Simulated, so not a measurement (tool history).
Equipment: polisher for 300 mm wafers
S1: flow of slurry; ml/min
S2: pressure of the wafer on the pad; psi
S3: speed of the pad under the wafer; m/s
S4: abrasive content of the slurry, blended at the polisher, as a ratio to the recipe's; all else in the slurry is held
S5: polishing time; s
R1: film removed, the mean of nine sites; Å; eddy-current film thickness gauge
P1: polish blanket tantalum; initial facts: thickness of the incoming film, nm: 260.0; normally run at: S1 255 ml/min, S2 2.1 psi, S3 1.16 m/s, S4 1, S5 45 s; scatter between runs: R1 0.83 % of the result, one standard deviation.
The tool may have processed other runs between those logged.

{"run": 1, "hour": 7.8, "S1": 255, "S2": 2.1, "S3": 1.16, "S4": 1, "S5": 45, "R1": 897.81}
{"run": 2, "hour": 13.6, "S1": 255, "S2": 2.1, "S3": 1.16, "S4": 1, "S5": 57, "R1": 1133}
{"run": 3, "hour": 20.4, "S1": 255, "S2": 2.1, "S3": 1.16, "S4": 1, "S5": 45, "R1": 908.69}
{"run": 4, "hour": 27.0, "S1": 255, "S2": 2.1, "S3": 1.16, "S4": 0.55, "S5": 45, "R1": 724.33}
{"run": 5, "hour": 35.4, "S1": 175, "S2": 2.1, "S3": 1.16, "S4": 1, "S5": 45, "R1": 866.34}
{"run": 6, "hour": 43.6, "S1": 255, "S2": 3.2, "S3": 1.16, "S4": 1, "S5": 45, "R1": 1355.7}
{"run": 7, "hour": 51.6, "S1": 255, "S2": 1.1, "S3": 1.16, "S4": 1, "S5": 45, "R1": 478.68}
{"run": 8, "hour": 57.2, "S1": 255, "S2": 2.1, "S3": 1.16, "S4": 1, "S5": 45, "R1": 880.39}
{"run": 9, "hour": 61.9, "S1": 255, "S2": 2.1, "S3": 1.16, "S4": 1.4, "S5": 45, "R1": 968.01}
{"run": 10, "hour": 67.8, "S1": 255, "S2": 2.1, "S3": 1.16, "S4": 1, "S5": 20, "R1": 398.97}
{"run": 11, "hour": 74.6, "S1": 385, "S2": 2.1, "S3": 1.16, "S4": 1, "S5": 45, "R1": 926.04}
{"run": 12, "hour": 82.7, "S1": 255, "S2": 2.1, "S3": 1.8, "S4": 1, "S5": 45, "R1": 1386.2}
{"run": 13, "hour": 91.4, "S1": 255, "S2": 2.1, "S3": 1.16, "S4": 1, "S5": 45, "R1": 897.95}
{"run": 14, "hour": 96.4, "S1": 255, "S2": 2.1, "S3": 1.16, "S4": 1, "S5": 45, "R1": 899.92}
{"run": 15, "hour": 104.6, "S1": 255, "S2": 2.1, "S3": 1.16, "S4": 1, "S5": 45, "R1": 896.38}
{"hour": 106.3, "done": "worn pad replaced by a new one"}
{"run": 16, "hour": 111.5, "S1": 255, "S2": 2.1, "S3": 1.52, "S4": 1, "S5": 30, "R1": 775.23}
{"run": 17, "hour": 119.9, "S1": 255, "S2": 2.1, "S3": 0.54, "S4": 1, "S5": 45, "R1": 417.64}
{"run": 18, "hour": 126.7, "S1": 255, "S2": 2.1, "S3": 1.16, "S4": 1, "S5": 45, "R1": 904.18}
{"run": 19, "hour": 131.6, "S1": 255, "S2": 2.1, "S3": 1.16, "S4": 1, "S5": 45, "R1": 863.02}
{"run": 20, "hour": 137.9, "S1": 255, "S2": 2.1, "S3": 1.16, "S4": 1, "S5": 45, "R1": 835.57}
{"run": 21, "hour": 146.0, "S1": 255, "S2": 2.1, "S3": 1.16, "S4": 1, "S5": 45, "R1": 798.26}
{"hour": 148.9, "done": "slurry nozzle cleaned"}
{"hour": 149.1, "done": "worn pad replaced by a new one"}
{"run": 22, "hour": 150.7, "S1": 255, "S2": 2.1, "S3": 1.16, "S4": 1, "S5": 45, "R1": 789.25}
{"run": 23, "hour": 156.1, "S1": 255, "S2": 2.1, "S3": 1.16, "S4": 1, "S5": 45, "R1": 801.59}
{"run": 24, "hour": 160.6, "S1": 255, "S2": 2.1, "S3": 1.16, "S4": 1, "S5": 45, "R1": 797.9}

P1 has crept away from where it was. The log is fitted equally well by each of these 2 causes, at the sizes shown:
A: head's pressure below its setpoint, % = 11.5
B: abrasive missing from the slurry, % = 31.2
At approximately hour 126.7, the process output began to creep.
All other causes, with the reason each is excluded:
removal rate lost through wear of the pad, %: serviced at hour 149.1, which brought nothing back
slurry flow missing at the pad, %: serviced at hour 148.9, which brought nothing back

Which of the 4 check runs listed below, each an average over 3 wafers with its results shown as question marks, gives clearly different results under the different listed causes?
{"run": "check 1", "hour": 165.1, "S1": 255, "S2": 2.1, "S3": 0.62, "S4": 1, "S5": 29, "R1": "?"}
{"run": "check 2", "hour": 165.1, "S1": 255, "S2": 2.1, "S3": 0.88, "S4": 1, "S5": 45, "R1": "?"}
{"run": "check 3", "hour": 165.1, "S1": 255, "S2": 1.6, "S3": 1.16, "S4": 1, "S5": 21, "R1": "?"}
{"run": "check 4", "hour": 165.1, "S1": 255, "S2": 2.9, "S3": 1.16, "S4": 0.65, "S5": 45, "R1": "?"}

How each check would come out, cause by cause:
check=check_1 result=R1 if_A=273.51 if_B=273.6
check=check_2 result=R1 if_A=602.39 if_B=602.59
check=check_3 result=R1 if_A=282.33 if_B=282.42
check=check_4 result=R1 if_A=950.34 if_B=915.65
Distance between the nearest two causes, measured in the result of the check that separates them most: check 1 0.03 %; check 2 0.03 %; check 3 0.03 %; check 4 3.72 %
The causes can be told apart only by check 4. The other checks would give nearly the same results under each of them.

With check 4 done, the readings were: R1 918.67 Å. Identify which of the listed causes applies.

B is the cause: abrasive missing from the slurry, %.

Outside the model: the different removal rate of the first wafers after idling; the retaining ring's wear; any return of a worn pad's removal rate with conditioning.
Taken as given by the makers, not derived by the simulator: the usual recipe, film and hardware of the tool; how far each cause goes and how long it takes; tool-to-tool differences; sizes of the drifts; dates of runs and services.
